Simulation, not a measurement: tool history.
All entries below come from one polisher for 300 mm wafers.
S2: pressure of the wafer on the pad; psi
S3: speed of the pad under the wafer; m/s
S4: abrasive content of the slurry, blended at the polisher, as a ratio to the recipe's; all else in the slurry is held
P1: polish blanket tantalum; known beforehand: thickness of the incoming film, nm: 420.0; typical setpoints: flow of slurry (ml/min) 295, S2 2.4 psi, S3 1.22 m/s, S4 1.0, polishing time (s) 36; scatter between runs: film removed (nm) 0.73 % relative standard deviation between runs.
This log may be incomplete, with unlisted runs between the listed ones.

run 1 hour=9.1 | flow_of_slurry_(ml/min)=295 S2=2.4 S3=1.22 S4=1.0 polishing_time_(s)=36 | film_removed_(nm)=100.590
run 2 hour=18.3 | flow_of_slurry_(ml/min)=295 S2=2.4 S3=1.22 S4=0.6 polishing_time_(s)=36 | film_removed_(nm)=83.822
run 3 hour=23.5 | flow_of_slurry_(ml/min)=295 S2=2.4 S3=1.22 S4=1.0 polishing_time_(s)=36 | film_removed_(nm)=98.886
run 4 hour=28.5 | flow_of_slurry_(ml/min)=295 S2=2.4 S3=1.22 S4=1.0 polishing_time_(s)=36 | film_removed_(nm)=101.270
run 5 hour=38.5 | flow_of_slurry_(ml/min)=295 S2=1.5 S3=1.22 S4=1.0 polishing_time_(s)=36 | film_removed_(nm)=62.382
run 6 hour=44.0 | flow_of_slurry_(ml/min)=295 S2=2.4 S3=1.22 S4=1.0 polishing_time_(s)=36 | film_removed_(nm)=100.230
run 7 hour=50.0 | flow_of_slurry_(ml/min)=195 S2=2.4 S3=1.22 S4=1.0 polishing_time_(s)=36 | film_removed_(nm)=96.352
-- hour=53.3 slurry blender recalibrated
run 8 hour=58.5 | flow_of_slurry_(ml/min)=295 S2=2.4 S3=0.74 S4=1.0 polishing_time_(s)=36 | film_removed_(nm)=61.539
run 9 hour=64.4 | flow_of_slurry_(ml/min)=295 S2=2.4 S3=1.84 S4=1.0 polishing_time_(s)=36 | film_removed_(nm)=152.710
run 10 hour=71.5 | flow_of_slurry_(ml/min)=295 S2=2.4 S3=1.22 S4=1.0 polishing_time_(s)=36 | film_removed_(nm)=100.490
run 11 hour=78.8 | flow_of_slurry_(ml/min)=295 S2=2.4 S3=1.22 S4=1.4 polishing_time_(s)=36 | film_removed_(nm)=108.850
run 12 hour=83.6 | flow_of_slurry_(ml/min)=375 S2=2.4 S3=1.22 S4=1.3 polishing_time_(s)=36 | film_removed_(nm)=109.200
run 13 hour=94.2 | flow_of_slurry_(ml/min)=295 S2=2.4 S3=1.22 S4=1.0 polishing_time_(s)=36 | film_removed_(nm)=100.290
run 14 hour=102.5 | flow_of_slurry_(ml/min)=295 S2=3.5 S3=1.22 S4=1.0 polishing_time_(s)=49 | film_removed_(nm)=199.360
run 15 hour=107.5 | flow_of_slurry_(ml/min)=445 S2=2.4 S3=1.22 S4=1.0 polishing_time_(s)=36 | film_removed_(nm)=102.570
run 16 hour=114.1 | flow_of_slurry_(ml/min)=295 S2=3.0 S3=1.22 S4=1.0 polishing_time_(s)=36 | film_removed_(nm)=124.370
-- hour=122.6 slurry nozzle cleaned
run 17 hour=124.3 | flow_of_slurry_(ml/min)=295 S2=2.4 S3=1.22 S4=1.0 polishing_time_(s)=20 | film_removed_(nm)=55.658
run 18 hour=132.4 | flow_of_slurry_(ml/min)=295 S2=2.4 S3=1.22 S4=1.0 polishing_time_(s)=57 | film_removed_(nm)=158.580
run 19 hour=142.6 | flow_of_slurry_(ml/min)=295 S2=2.4 S3=1.22 S4=1.0 polishing_time_(s)=36 | film_removed_(nm)=100.250
run 20 hour=150.0 | flow_of_slurry_(ml/min)=295 S2=2.4 S3=1.22 S4=1.0 polishing_time_(s)=36 | film_removed_(nm)=96.922
run 21 hour=157.6 | flow_of_slurry_(ml/min)=295 S2=2.4 S3=1.22 S4=1.0 polishing_time_(s)=36 | film_removed_(nm)=92.771
-- hour=166.1 slurry nozzle cleaned
run 22 hour=166.5 | flow_of_slurry_(ml/min)=295 S2=2.4 S3=1.22 S4=1.0 polishing_time_(s)=36 | film_removed_(nm)=91.855
run 23 hour=173.9 | flow_of_slurry_(ml/min)=295 S2=2.4 S3=1.22 S4=1.0 polishing_time_(s)=36 | film_removed_(nm)=90.410
-- hour=177.7 worn pad replaced by a new one
run 24 hour=184.1 | flow_of_slurry_(ml/min)=295 S2=2.4 S3=1.22 S4=1.0 polishing_time_(s)=36 | film_removed_(nm)=89.758

Expected results for the next run?
run 25 hour=193.1 | flow_of_slurry_(ml/min)=295 S2=2.4 S3=1.22 S4=1.0 polishing_time_(s)=36 | film_removed_(nm)=?

film removed (nm): 89.530
